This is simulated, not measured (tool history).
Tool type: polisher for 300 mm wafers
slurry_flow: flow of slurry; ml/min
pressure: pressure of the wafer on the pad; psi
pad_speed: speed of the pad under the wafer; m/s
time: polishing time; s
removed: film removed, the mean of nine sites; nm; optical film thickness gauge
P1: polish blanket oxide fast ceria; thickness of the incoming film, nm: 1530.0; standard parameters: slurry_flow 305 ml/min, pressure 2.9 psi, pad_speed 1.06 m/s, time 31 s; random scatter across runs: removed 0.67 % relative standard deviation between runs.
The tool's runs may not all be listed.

run,day,slurry_flow,pressure,pad_speed,time,removed
1,0.271,305,2.9,1.06,31,446.84
2,0.404,305,2.9,1.06,31,445.83
3,0.654,305,2.9,1.06,48,684.70
4,0.792,305,2.9,1.06,31,446.00
5,1.050,185,2.9,1.06,31,416.85
6,1.233,305,2.9,1.06,16,227.61
7,1.379,305,2.9,1.06,31,446.05
8,1.512,305,2.9,1.56,31,657.29
9,1.646,305,4.0,1.06,31,609.32
10,1.767,305,2.9,0.56,47,354.67
11,2.000,480,2.9,1.06,31,456.76
12,2.146,305,2.9,0.48,31,199.72
13,2.371,305,2.9,1.06,31,442.31
14,2.504,305,1.7,1.52,31,374.28
15,2.692,305,1.3,1.06,31,197.46
16,2.821,305,2.9,1.06,31,445.28

Expected results for the next run?
17,3.096,305,2.9,1.06,31,?

{"run 17": {"removed": 437.28}}
